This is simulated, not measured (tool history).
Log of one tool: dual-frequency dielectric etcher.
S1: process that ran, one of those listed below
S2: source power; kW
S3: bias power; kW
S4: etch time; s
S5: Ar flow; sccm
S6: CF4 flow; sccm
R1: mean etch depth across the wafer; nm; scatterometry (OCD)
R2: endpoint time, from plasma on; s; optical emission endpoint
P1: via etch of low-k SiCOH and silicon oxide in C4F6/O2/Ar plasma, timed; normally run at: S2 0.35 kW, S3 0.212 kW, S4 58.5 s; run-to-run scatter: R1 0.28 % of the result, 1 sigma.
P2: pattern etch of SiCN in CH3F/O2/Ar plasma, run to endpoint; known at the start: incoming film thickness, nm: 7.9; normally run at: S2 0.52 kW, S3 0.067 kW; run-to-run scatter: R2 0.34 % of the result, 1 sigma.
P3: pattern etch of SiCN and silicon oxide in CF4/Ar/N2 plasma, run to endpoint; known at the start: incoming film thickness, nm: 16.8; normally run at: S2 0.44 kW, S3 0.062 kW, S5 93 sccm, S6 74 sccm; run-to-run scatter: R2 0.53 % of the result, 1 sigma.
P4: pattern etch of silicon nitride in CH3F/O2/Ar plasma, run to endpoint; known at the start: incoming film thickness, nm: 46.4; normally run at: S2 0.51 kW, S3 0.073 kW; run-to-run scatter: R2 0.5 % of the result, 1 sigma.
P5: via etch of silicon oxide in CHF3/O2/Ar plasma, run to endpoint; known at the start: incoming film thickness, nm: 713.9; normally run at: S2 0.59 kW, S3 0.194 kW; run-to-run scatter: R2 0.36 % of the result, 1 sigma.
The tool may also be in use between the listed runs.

Run 1, hour 5.6: S1 P1, S2 0.35 kW, S3 0.212 kW, S4 58.5 s. Result: R1 157.28 nm.
Run 2, hour 13.2: S1 P1, S2 0.35 kW, S3 0.212 kW, S4 58.5 s. Result: R1 155.97 nm.
Run 3, hour 21.3: S1 P1, S2 0.35 kW, S3 0.212 kW, S4 34.5 s. Result: R1 92.263 nm.
Run 4, hour 25.4: S1 P1, S2 0.35 kW, S3 0.212 kW, S4 58.5 s. Result: R1 156.79 nm.
Run 5, hour 33.4: S1 P2, S2 0.39 kW, S3 0.067 kW. Result: R2 21.193 s.
Run 6, hour 38.4: S1 P2, S2 0.52 kW, S3 0.067 kW. Result: R2 19.103 s.
Run 7, hour 43.1: S1 P4, S2 0.51 kW, S3 0.073 kW. Result: R2 60.251 s.
Run 8, hour 48.9: S1 P4, S2 0.62 kW, S3 0.073 kW. Result: R2 56.549 s.
Run 9, hour 55.2: S1 P3, S2 0.55 kW, S3 0.062 kW, S5 93 sccm, S6 74 sccm. Result: R2 16.905 s.
Run 10, hour 61.6: S1 P4, S2 0.51 kW, S3 0.073 kW. Result: R2 60.969 s.
At hour 63.6: wet clean of the chamber.
Run 11, hour 65.3: S1 P3, S2 0.44 kW, S3 0.062 kW, S5 74 sccm, S6 74 sccm. Result: R2 20.074 s.
Run 12, hour 69.2: S1 P2, S2 0.52 kW, S3 0.086 kW. Result: R2 17.485 s.
Run 13, hour 73.2: S1 P1, S2 0.35 kW, S3 0.212 kW, S4 86.5 s. Result: R1 231.91 nm.
Run 14, hour 79.2: S1 P1, S2 0.35 kW, S3 0.212 kW, S4 58.5 s. Result: R1 157.05 nm.
Run 15, hour 85: S1 P5, S2 0.59 kW, S3 0.194 kW. Result: R2 362.2 s.
Run 16, hour 92.8: S1 P1, S2 0.26 kW, S3 0.249 kW, S4 58.5 s. Result: R1 148.31 nm.
Run 17, hour 98.7: S1 P1, S2 0.35 kW, S3 0.17 kW, S4 58.5 s. Result: R1 146.08 nm.
Run 18, hour 102.9: S1 P1, S2 0.35 kW, S3 0.277 kW, S4 58.5 s. Result: R1 171.54 nm.
Run 19, hour 108: S1 P1, S2 0.43 kW, S3 0.212 kW, S4 58.5 s. Result: R1 169.87 nm.
Run 20, hour 115.6: S1 P1, S2 0.35 kW, S3 0.212 kW, S4 58.5 s. Result: R1 157 nm.
Run 21, hour 122.5: S1 P1, S2 0.26 kW, S3 0.212 kW, S4 84 s. Result: R1 200.98 nm.
Run 22, hour 127.3: S1 P4, S2 0.51 kW, S3 0.092 kW. Result: R2 55.837 s.
Run 23, hour 135.3: S1 P5, S2 0.84 kW, S3 0.194 kW. Result: R2 318.82 s.
Run 24, hour 141: S1 P1, S2 0.25 kW, S3 0.212 kW, S4 58.5 s. Result: R1 138.03 nm.
Run 25, hour 148: S1 P1, S2 0.35 kW, S3 0.212 kW, S4 58.5 s. Result: R1 156.95 nm.
Run 26, hour 155.3: S1 P1, S2 0.35 kW, S3 0.212 kW, S4 58.5 s. Result: R1 156.83 nm.
Run 27, hour 162: S1 P3, S2 0.44 kW, S3 0.062 kW, S5 93 sccm, S6 74 sccm. Result: R2 20.663 s.
Run 28, hour 170.2: S1 P3, S2 0.44 kW, S3 0.062 kW, S5 93 sccm, S6 93 sccm. Result: R2 20.202 s.
Run 29, hour 175.5: S1 P3, S2 0.44 kW, S3 0.041 kW, S5 93 sccm, S6 74 sccm. Result: R2 23.746 s.
Run 30, hour 182.7: S1 P5, S2 0.59 kW, S3 0.264 kW. Result: R2 327.88 s.
Run 31, hour 187.9: S1 P1, S2 0.35 kW, S3 0.212 kW, S4 58.5 s. Result: R1 156.52 nm.
Run 32, hour 194.8: S1 P1, S2 0.35 kW, S3 0.212 kW, S4 58.5 s. Result: R1 155.83 nm.
Run 33, hour 201.5: S1 P1, S2 0.35 kW, S3 0.212 kW, S4 58.5 s. Result: R1 154.71 nm.
Run 34, hour 209.5: S1 P1, S2 0.35 kW, S3 0.212 kW, S4 58.5 s. Result: R1 154.6 nm.
At hour 212.2: wet clean of the chamber.
Run 35, hour 215.5: S1 P1, S2 0.35 kW, S3 0.212 kW, S4 58.5 s. Result: R1 154.16 nm.
Run 36, hour 221.2: S1 P1, S2 0.35 kW, S3 0.212 kW, S4 58.5 s. Result: R1 154.2 nm.
Run 37, hour 229.3: S1 P1, S2 0.35 kW, S3 0.212 kW, S4 58.5 s. Result: R1 154.59 nm.
Run 38, hour 236.3: S1 P1, S2 0.35 kW, S3 0.212 kW, S4 58.5 s. Result: R1 154.6 nm.

What P1 gives has crept away from where it was. These 2 causes fit the log equally well, each at the size given:
A: bias power that arrives under what is set, % = 4.89
B: source power that arrives under what is set, % = 4.19
The creep began at about hour 187.9.
Why every other cause is out:
chamber walls in a state that lowers the etch rate, %: serviced at hour 212.2, which brought nothing back

4 check runs are offered, each on 3 wafers whose results are averaged, their results left as question marks. Which one tells the causes apart?
Run check 1, hour 243.3: S1 P5, S2 0.59 kW, S3 0.194 kW. Result: R2 ?.
Run check 2, hour 243.3: S1 P2, S2 0.52 kW, S3 0.067 kW. Result: R2 ?.
Run check 3, hour 243.3: S1 P3, S2 0.44 kW, S3 0.062 kW, S5 93 sccm, S6 74 sccm. Result: R2 ?.
Run check 4, hour 243.3: S1 P4, S2 0.51 kW, S3 0.073 kW. Result: R2 ?.

What each check would give under each cause:
  check  result    if A    if B
check 1      R2  369.99  369.71
check 2      R2  19.367  19.353
check 3      R2  21.121  21.591
check 4      R2  61.972   61.94
How far apart the two closest causes lie, in the result that separates them most: check 1 0.08 %; check 2 0.07 %; check 3 2.2 %; check 4 0.05 %
Only check 3 tells the causes apart: in the others they would give nearly the same result.

Then check 3 was run and gave: R2 21.602 s. Which cause is it?

It is B: source power that arrives under what is set, %.
